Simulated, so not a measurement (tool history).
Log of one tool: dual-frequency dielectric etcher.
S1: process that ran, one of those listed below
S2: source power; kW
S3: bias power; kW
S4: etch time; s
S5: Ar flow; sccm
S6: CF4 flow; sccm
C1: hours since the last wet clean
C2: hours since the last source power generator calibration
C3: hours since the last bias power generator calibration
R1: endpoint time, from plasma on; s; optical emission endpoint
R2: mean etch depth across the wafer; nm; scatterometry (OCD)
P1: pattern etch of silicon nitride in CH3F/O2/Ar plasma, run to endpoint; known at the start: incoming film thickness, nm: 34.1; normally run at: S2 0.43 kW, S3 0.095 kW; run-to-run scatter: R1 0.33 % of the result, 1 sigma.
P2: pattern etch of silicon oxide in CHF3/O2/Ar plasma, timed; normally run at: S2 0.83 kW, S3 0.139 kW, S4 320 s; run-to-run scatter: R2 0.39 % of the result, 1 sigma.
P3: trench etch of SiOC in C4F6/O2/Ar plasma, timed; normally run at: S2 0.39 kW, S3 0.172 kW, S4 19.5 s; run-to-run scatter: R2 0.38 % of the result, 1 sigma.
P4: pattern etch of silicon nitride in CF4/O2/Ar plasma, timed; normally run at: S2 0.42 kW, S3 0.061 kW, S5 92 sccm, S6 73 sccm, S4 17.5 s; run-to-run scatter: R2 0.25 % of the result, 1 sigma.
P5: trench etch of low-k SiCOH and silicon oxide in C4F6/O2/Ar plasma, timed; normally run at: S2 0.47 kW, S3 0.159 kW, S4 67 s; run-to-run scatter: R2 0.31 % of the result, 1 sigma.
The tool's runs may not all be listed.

| run | day | S1 | S2 | S3 | S4 | S5 | S6 | C1 | C2 | C3 | R1 | R2 |
|---|---|---|---|---|---|---|---|---|---|---|---|---|
| 1 | 0.325 | P1 | 0.43 | 0.095 |  |  |  | 109 | 2763.2 | 583.6 | 43.149 |  |
| 2 | 0.792 | P1 | 0.31 | 0.095 |  |  |  | 120.2 | 2774.4 | 594.8 | 48.51 |  |
| 3 | 1.221 | P1 | 0.43 | 0.095 |  |  |  | 130.5 | 2784.7 | 605.1 | 43.098 |  |
| 4 | 1.433 | P5 | 0.66 | 0.159 | 67 |  |  | 135.6 | 2789.8 | 610.2 |  | 257.8 |
| 5 | 1.9 | P3 | 0.39 | 0.235 | 19.5 |  |  | 146.8 | 2801 | 621.4 |  | 43.637 |
| 6 | 2.154 | P4 | 0.42 | 0.061 | 17.5 | 92 | 101 | 152.9 | 2807.1 | 627.5 |  | 31.262 |
| 7 | 2.388 | P1 | 0.43 | 0.122 |  |  |  | 158.5 | 2812.7 | 633.1 | 39.226 |  |
|  | 2.721 | bias power generator calibrated |
| 8 | 2.733 | P1 | 0.54 | 0.095 |  |  |  | 166.8 | 2821 | 0.3 | 39.727 |  |
| 9 | 2.983 | P5 | 0.47 | 0.159 | 67 |  |  | 172.8 | 2827 | 6.3 |  | 224.9 |
| 10 | 3.379 | P4 | 0.42 | 0.038 | 17.5 | 92 | 73 | 182.3 | 2836.5 | 15.8 |  | 25.049 |
| 11 | 3.654 | P5 | 0.47 | 0.159 | 67 |  |  | 188.9 | 2843.1 | 22.4 |  | 225.18 |
| 12 | 3.975 | P5 | 0.47 | 0.159 | 48.5 |  |  | 196.6 | 2850.8 | 30.1 |  | 163.04 |
| 13 | 4.379 | P1 | 0.43 | 0.095 |  |  |  | 206.3 | 2860.5 | 39.8 | 43.237 |  |
| 14 | 4.842 | P1 | 0.43 | 0.063 |  |  |  | 217.4 | 2871.6 | 50.9 | 49.459 |  |
| 15 | 5.1 | P3 | 0.54 | 0.172 | 19.5 |  |  | 223.6 | 2877.8 | 57.1 |  | 44.904 |
| 16 | 5.417 | P3 | 0.39 | 0.172 | 13 |  |  | 231.2 | 2885.4 | 64.7 |  | 26.319 |
| 17 | 5.746 | P3 | 0.39 | 0.172 | 19.5 |  |  | 239.1 | 2893.3 | 72.6 |  | 39.827 |
| 18 | 6.075 | P1 | 0.43 | 0.095 |  |  |  | 247 | 2901.2 | 80.5 | 42.991 |  |
| 19 | 6.375 | P1 | 0.43 | 0.095 |  |  |  | 254.2 | 2908.4 | 87.7 | 43.163 |  |
| 20 | 6.588 | P1 | 0.34 | 0.068 |  |  |  | 259.3 | 2913.5 | 92.8 | 52.922 |  |
| 21 | 7.021 | P3 | 0.39 | 0.172 | 19.5 |  |  | 269.7 | 2923.9 | 103.2 |  | 39.436 |
| 22 | 7.342 | P4 | 0.42 | 0.061 | 24.5 | 92 | 73 | 277.4 | 2931.6 | 110.9 |  | 42.26 |
| 23 | 7.646 | P4 | 0.42 | 0.061 | 17.5 | 92 | 73 | 284.7 | 2938.9 | 118.2 |  | 30.119 |
| 24 | 7.933 | P1 | 0.43 | 0.095 |  |  |  | 291.6 | 2945.8 | 125.1 | 43.226 |  |
| 25 | 8.146 | P2 | 0.5 | 0.139 | 320 |  |  | 296.7 | 2950.9 | 130.2 |  | 539.68 |
| 26 | 8.571 | P4 | 0.31 | 0.061 | 17.5 | 92 | 73 | 306.9 | 2961.1 | 140.4 |  | 23.337 |
| 27 | 8.833 | P4 | 0.42 | 0.061 | 17.5 | 125 | 73 | 313.2 | 2967.4 | 146.7 |  | 28.895 |
| 28 | 9.154 | P2 | 0.83 | 0.085 | 320 |  |  | 320.9 | 2975.1 | 154.4 |  | 577.66 |
| 29 | 9.475 | P2 | 0.83 | 0.139 | 320 |  |  | 328.6 | 2982.8 | 162.1 |  | 661.03 |
| 30 | 9.921 | P2 | 0.83 | 0.139 | 194.5 |  |  | 339.3 | 2993.5 | 172.8 |  | 404.08 |
| 31 | 10.262 | P5 | 0.47 | 0.191 | 67 |  |  | 347.5 | 3001.7 | 181 |  | 239.75 |
| 32 | 10.554 | P1 | 0.43 | 0.095 |  |  |  | 354.5 | 3008.7 | 188 | 43.089 |  |
| 33 | 10.908 | P1 | 0.43 | 0.095 |  |  |  | 363 | 3017.2 | 196.5 | 42.916 |  |
| 34 | 11.117 | P1 | 0.43 | 0.095 |  |  |  | 368 | 3022.2 | 201.5 | 42.72 |  |
| 35 | 11.383 | P1 | 0.43 | 0.095 |  |  |  | 374.4 | 3028.6 | 207.9 | 42.535 |  |
| 36 | 11.667 | P1 | 0.43 | 0.095 |  |  |  | 381.2 | 3035.4 | 214.7 | 42.472 |  |
| 37 | 11.954 | P1 | 0.43 | 0.095 |  |  |  | 388.1 | 3042.3 | 221.6 | 42.408 |  |
| 38 | 12.304 | P1 | 0.43 | 0.095 |  |  |  | 396.5 | 3050.7 | 230 | 42.67 |  |
|  | 12.354 | wet clean of the chamber |
| 39 | 12.771 | P1 | 0.43 | 0.095 |  |  |  | 10.1 | 3061.9 | 241.2 | 42.583 |  |
| 40 | 13.208 | P1 | 0.43 | 0.095 |  |  |  | 20.6 | 3072.4 | 251.7 | 42.382 |  |
| 41 | 13.517 | P1 | 0.43 | 0.095 |  |  |  | 28 | 3079.8 | 259.1 | 42.419 |  |
| 42 | 13.871 | P1 | 0.43 | 0.095 |  |  |  | 36.5 | 3088.3 | 267.6 | 42.254 |  |

What P1 gives has crept away from where it was. These 2 causes fit the log equally well, each at the size given:
A: bias power that arrives over what is set, % = 4.59
B: source power that arrives over what is set, % = 4.45
The creep began at about day 10.554.
Why every other cause is out:
chamber walls in a state that raises the etch rate, %: serviced at day 12.354, which brought nothing back

4 check runs are offered, one wafer each, their results left as question marks. Which one tells the causes apart?
| check 1 | 14.225 | P5 | 0.61 | 0.159 | 67 |  |  |  |  |  |  | ? |
| check 2 | 14.225 | P2 | 0.56 | 0.109 | 320 |  |  |  |  |  |  | ? |
| check 3 | 14.225 | P3 | 0.47 | 0.172 | 19.5 |  |  |  |  |  |  | ? |
| check 4 | 14.225 | P4 | 0.42 | 0.042 | 17.5 | 92 | 73 |  |  |  |  | ? |

What each check would give under each cause:
| check | result | if A | if B |
|---|---|---|---|
| check 1 | R2 | 252.52 | 253.49 |
| check 2 | R2 | 534.07 | 535.97 |
| check 3 | R2 | 43.185 | 43.319 |
| check 4 | R2 | 26.478 | 27.038 |
How far apart the two closest causes lie, in the result that separates them most: check 1 0.39 %; check 2 0.35 %; check 3 0.31 %; check 4 2.09 %
Check 4 tells the causes apart: in the others they would give nearly the same result.

Then check 4 was run and gave: R2 26.634 nm. Which cause is it?

It is A: bias power that arrives over what is set, %.
